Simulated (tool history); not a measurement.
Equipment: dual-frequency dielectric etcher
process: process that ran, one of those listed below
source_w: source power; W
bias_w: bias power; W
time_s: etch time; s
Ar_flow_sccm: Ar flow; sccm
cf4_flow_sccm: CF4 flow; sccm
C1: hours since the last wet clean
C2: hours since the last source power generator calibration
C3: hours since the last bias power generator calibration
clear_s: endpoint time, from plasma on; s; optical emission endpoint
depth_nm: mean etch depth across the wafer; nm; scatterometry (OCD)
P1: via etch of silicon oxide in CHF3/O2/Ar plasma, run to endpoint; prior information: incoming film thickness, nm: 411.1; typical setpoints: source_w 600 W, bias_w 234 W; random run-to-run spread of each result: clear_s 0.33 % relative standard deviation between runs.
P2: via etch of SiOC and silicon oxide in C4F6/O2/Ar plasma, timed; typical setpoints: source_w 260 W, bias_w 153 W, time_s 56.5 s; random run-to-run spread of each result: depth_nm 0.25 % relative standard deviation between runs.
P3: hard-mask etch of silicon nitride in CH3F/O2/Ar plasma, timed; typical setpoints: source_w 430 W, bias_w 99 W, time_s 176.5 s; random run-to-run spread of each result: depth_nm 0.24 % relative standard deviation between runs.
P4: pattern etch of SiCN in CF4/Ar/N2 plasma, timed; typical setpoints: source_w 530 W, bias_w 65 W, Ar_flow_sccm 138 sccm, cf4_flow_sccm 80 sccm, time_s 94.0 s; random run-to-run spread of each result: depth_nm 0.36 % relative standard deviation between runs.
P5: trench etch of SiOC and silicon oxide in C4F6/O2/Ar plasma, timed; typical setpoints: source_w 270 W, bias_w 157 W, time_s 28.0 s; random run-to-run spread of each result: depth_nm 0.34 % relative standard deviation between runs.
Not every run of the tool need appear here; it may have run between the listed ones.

{"run": 1, "hour": 6.0, "process": "P1", "source_w": 600, "bias_w": 234, "C1": 118.9, "C2": 789.9, "C3": 571.2, "clear_s": 189.73}
{"run": 2, "hour": 13.1, "process": "P5", "source_w": 270, "bias_w": 157, "time_s": 28.0, "C1": 126.0, "C2": 797.0, "C3": 578.3, "depth_nm": 43.571}
{"run": 3, "hour": 17.7, "process": "P1", "source_w": 600, "bias_w": 234, "C1": 130.6, "C2": 801.6, "C3": 582.9, "clear_s": 190.9}
{"run": 4, "hour": 27.4, "process": "P1", "source_w": 600, "bias_w": 234, "C1": 140.3, "C2": 811.3, "C3": 592.6, "clear_s": 190.73}
{"run": 5, "hour": 37.4, "process": "P1", "source_w": 600, "bias_w": 234, "C1": 150.3, "C2": 821.3, "C3": 602.6, "clear_s": 190.28}
{"run": 6, "hour": 46.5, "process": "P1", "source_w": 600, "bias_w": 281, "C1": 159.4, "C2": 830.4, "C3": 611.7, "clear_s": 177.92}
{"run": 7, "hour": 56.0, "process": "P2", "source_w": 260, "bias_w": 153, "time_s": 56.5, "C1": 168.9, "C2": 839.9, "C3": 621.2, "depth_nm": 51.047}
{"run": 8, "hour": 65.2, "process": "P5", "source_w": 220, "bias_w": 157, "time_s": 28.0, "C1": 178.1, "C2": 849.1, "C3": 630.4, "depth_nm": 40.215}
{"run": 9, "hour": 71.0, "process": "P4", "source_w": 530, "bias_w": 39, "time_s": 94.0, "Ar_flow_sccm": 138, "cf4_flow_sccm": 80, "C1": 183.9, "C2": 854.9, "C3": 636.2, "depth_nm": 74.199}
{"run": 10, "hour": 77.7, "process": "P4", "source_w": 530, "bias_w": 65, "time_s": 94.0, "Ar_flow_sccm": 138, "cf4_flow_sccm": 80, "C1": 190.6, "C2": 861.6, "C3": 642.9, "depth_nm": 87.888}
{"run": 11, "hour": 82.7, "process": "P3", "source_w": 430, "bias_w": 99, "time_s": 176.5, "C1": 195.6, "C2": 866.6, "C3": 647.9, "depth_nm": 144.18}
{"run": 12, "hour": 87.0, "process": "P1", "source_w": 600, "bias_w": 234, "C1": 199.9, "C2": 870.9, "C3": 652.2, "clear_s": 190.7}
{"run": 13, "hour": 94.5, "process": "P1", "source_w": 430, "bias_w": 184, "C1": 207.4, "C2": 878.4, "C3": 659.7, "clear_s": 236.01}
{"run": 14, "hour": 103.0, "process": "P2", "source_w": 260, "bias_w": 198, "time_s": 56.5, "C1": 215.9, "C2": 886.9, "C3": 668.2, "depth_nm": 55.461}
{"run": 15, "hour": 110.9, "process": "P1", "source_w": 450, "bias_w": 234, "C1": 223.8, "C2": 894.8, "C3": 676.1, "clear_s": 212.29}
{"run": 16, "hour": 119.7, "process": "P4", "source_w": 530, "bias_w": 65, "time_s": 94.0, "Ar_flow_sccm": 138, "cf4_flow_sccm": 49, "C1": 232.6, "C2": 903.6, "C3": 684.9, "depth_nm": 80.763}
{"run": 17, "hour": 126.8, "process": "P4", "source_w": 730, "bias_w": 65, "time_s": 94.0, "Ar_flow_sccm": 138, "cf4_flow_sccm": 80, "C1": 239.7, "C2": 910.7, "C3": 692.0, "depth_nm": 117.52}
{"run": 18, "hour": 135.5, "process": "P3", "source_w": 580, "bias_w": 99, "time_s": 176.5, "C1": 248.4, "C2": 919.4, "C3": 700.7, "depth_nm": 160.61}
{"run": 19, "hour": 143.4, "process": "P3", "source_w": 430, "bias_w": 80, "time_s": 176.5, "C1": 256.3, "C2": 927.3, "C3": 708.6, "depth_nm": 133.32}
{"run": 20, "hour": 152.0, "process": "P1", "source_w": 800, "bias_w": 234, "C1": 264.9, "C2": 935.9, "C3": 717.2, "clear_s": 170.74}
{"run": 21, "hour": 160.1, "process": "P5", "source_w": 270, "bias_w": 157, "time_s": 21.5, "C1": 273.0, "C2": 944.0, "C3": 725.3, "depth_nm": 33.564}
{"run": 22, "hour": 168.5, "process": "P2", "source_w": 350, "bias_w": 153, "time_s": 56.5, "C1": 281.4, "C2": 952.4, "C3": 733.7, "depth_nm": 57.026}
{"run": 23, "hour": 177.7, "process": "P1", "source_w": 600, "bias_w": 234, "C1": 290.6, "C2": 961.6, "C3": 742.9, "clear_s": 190.86}
{"run": 24, "hour": 184.3, "process": "P1", "source_w": 600, "bias_w": 166, "C1": 297.2, "C2": 968.2, "C3": 749.5, "clear_s": 214.28}
{"run": 25, "hour": 189.1, "process": "P3", "source_w": 430, "bias_w": 99, "time_s": 110.5, "C1": 302.0, "C2": 973.0, "C3": 754.3, "depth_nm": 89.918}
{"run": 26, "hour": 197.8, "process": "P5", "source_w": 270, "bias_w": 222, "time_s": 28.0, "C1": 310.7, "C2": 981.7, "C3": 763.0, "depth_nm": 49.134}
{"run": 27, "hour": 205.8, "process": "P2", "source_w": 260, "bias_w": 153, "time_s": 36.0, "C1": 318.7, "C2": 989.7, "C3": 771.0, "depth_nm": 32.56}
{"run": 28, "hour": 211.5, "process": "P4", "source_w": 530, "bias_w": 65, "time_s": 59.0, "Ar_flow_sccm": 138, "cf4_flow_sccm": 80, "C1": 324.4, "C2": 995.4, "C3": 776.7, "depth_nm": 55.327}
{"run": 29, "hour": 216.2, "process": "P4", "source_w": 530, "bias_w": 65, "time_s": 94.0, "Ar_flow_sccm": 178, "cf4_flow_sccm": 80, "C1": 329.1, "C2": 1000.1, "C3": 781.4, "depth_nm": 84.583}
{"run": 30, "hour": 225.5, "process": "P1", "source_w": 460, "bias_w": 167, "C1": 338.4, "C2": 1009.4, "C3": 790.7, "clear_s": 236.48}
{"run": 31, "hour": 232.9, "process": "P1", "source_w": 600, "bias_w": 234, "C1": 345.8, "C2": 1016.8, "C3": 798.1, "clear_s": 191.87}
{"run": 32, "hour": 242.2, "process": "P1", "source_w": 600, "bias_w": 234, "C1": 355.1, "C2": 1026.1, "C3": 807.4, "clear_s": 191.39}
{"run": 33, "hour": 247.9, "process": "P1", "source_w": 600, "bias_w": 234, "C1": 360.8, "C2": 1031.8, "C3": 813.1, "clear_s": 190.5}
{"run": 34, "hour": 255.2, "process": "P1", "source_w": 600, "bias_w": 234, "C1": 368.1, "C2": 1039.1, "C3": 820.4, "clear_s": 192.72}
{"run": 35, "hour": 264.6, "process": "P1", "source_w": 600, "bias_w": 234, "C1": 377.5, "C2": 1048.5, "C3": 829.8, "clear_s": 193.19}
{"run": 36, "hour": 274.1, "process": "P1", "source_w": 600, "bias_w": 234, "C1": 387.0, "C2": 1058.0, "C3": 839.3, "clear_s": 193.46}
{"hour": 280.8, "done": "wet clean of the chamber"}
{"run": 37, "hour": 282.0, "process": "P1", "source_w": 600, "bias_w": 234, "C1": 1.3, "C2": 1065.9, "C3": 847.2, "clear_s": 193.93}
{"run": 38, "hour": 290.9, "process": "P1", "source_w": 600, "bias_w": 234, "C1": 10.2, "C2": 1074.8, "C3": 856.1, "clear_s": 193.88}
{"run": 39, "hour": 296.4, "process": "P1", "source_w": 600, "bias_w": 234, "C1": 15.7, "C2": 1080.3, "C3": 861.6, "clear_s": 193.34}
{"run": 40, "hour": 305.1, "process": "P1", "source_w": 600, "bias_w": 234, "C1": 24.4, "C2": 1089.0, "C3": 870.3, "clear_s": 194.17}
{"run": 41, "hour": 312.2, "process": "P1", "source_w": 600, "bias_w": 234, "C1": 31.5, "C2": 1096.1, "C3": 877.4, "clear_s": 193.41}
{"run": 42, "hour": 317.7, "process": "P1", "source_w": 600, "bias_w": 234, "C1": 37.0, "C2": 1101.6, "C3": 882.9, "clear_s": 193.72}

The log shows P1 creeping away from where it was. Any of the 2 causes listed here, at the size stated for it, fits the log just as well as the others:
A: bias power that arrives under what is set, % = 4.52
B: source power that arrives under what is set, % = 4.23
The creep began at about hour 232.9.
Ruled out, with reasons:
chamber walls in a state that lowers the etch rate, %: serviced after onset, at hour 280.8, with no recovery of the prior output

Which of the check runs below tells the causes apart, meaning the causes would give it clearly different results? Each run uses 2 wafers whose results are averaged, and each result is shown as a question mark.
{"run": "check 1", "hour": 323.2, "process": "P2", "source_w": 350, "bias_w": 153, "time_s": 36.5, "depth_nm": "?"}
{"run": "check 2", "hour": 323.2, "process": "P5", "source_w": 270, "bias_w": 199, "time_s": 28.0, "depth_nm": "?"}
{"run": "check 3", "hour": 323.2, "process": "P3", "source_w": 570, "bias_w": 99, "time_s": 125.5, "depth_nm": "?"}
{"run": "check 4", "hour": 323.2, "process": "P4", "source_w": 730, "bias_w": 44, "time_s": 94.0, "Ar_flow_sccm": 138, "cf4_flow_sccm": 80, "depth_nm": "?"}

If the cause were each of the candidates in turn, the checks would give the following:
check=check_1 result=depth_nm if_A=36.443 if_B=36.356
check=check_2 result=depth_nm if_A=46.490 if_B=46.431
check=check_3 result=depth_nm if_A=111.720 if_B=111.750
check=check_4 result=depth_nm if_A=101.660 if_B=99.195
Per-check spread between the two closest causes, in the result where they differ most: check 1 0.24 %; check 2 0.13 %; check 3 0.03 %; check 4 2.45 %
Of the check runs offered, only check 4 discriminates between the causes; the rest would read about the same regardless of which cause applies.

With check 4 done, the readings were: depth_nm 101.640 nm. Identify which of the listed causes applies.

Of the candidate causes, it is A: bias power that arrives under what is set, %.
